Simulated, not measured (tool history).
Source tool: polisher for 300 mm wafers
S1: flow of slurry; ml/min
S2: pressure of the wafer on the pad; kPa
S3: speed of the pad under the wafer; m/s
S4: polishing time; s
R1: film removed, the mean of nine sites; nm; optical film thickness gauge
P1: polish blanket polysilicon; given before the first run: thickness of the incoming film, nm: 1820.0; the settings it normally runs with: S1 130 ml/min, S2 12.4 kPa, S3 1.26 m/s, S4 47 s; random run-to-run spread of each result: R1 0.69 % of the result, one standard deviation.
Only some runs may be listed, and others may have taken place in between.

run   hour   S1    S2    S3  S4      R1
  1   16.4  130  12.4  1.26  47  343.41
  2   28.5  130  15.9  1.26  47  439.97
  3   44.4  130  12.4  1.26  47  350.71
  4   54.8   80  12.4  1.26  47  307.14
  5   67.8  130  12.4  1.26  47  345.74
  6   81.3  130  12.4  1.26  47  345.83
  7   94.3  130  12.4  1.26  70  513.32
  8  107.3  130  12.4  1.26  23  170.32
  9  121.9  130   9.7  1.26  47  270.78
 10    137  130  12.4  1.26  47  343.03
 11  147.5  130  12.4   0.7  47  193.47
 12  164.5  130  12.4   1.8  47  495.91
 13  176.6  165  12.4  1.26  47  356.96
 14  185.7  130   6.2  1.82  47  247.76
 15  197.6  130  12.4  1.26  47   347.9

Run 16 has not been measured yet. What should we expect?
 16  211.7  130  12.4  1.26  47   ?

Run 16 yielded R1 339.78 nm.
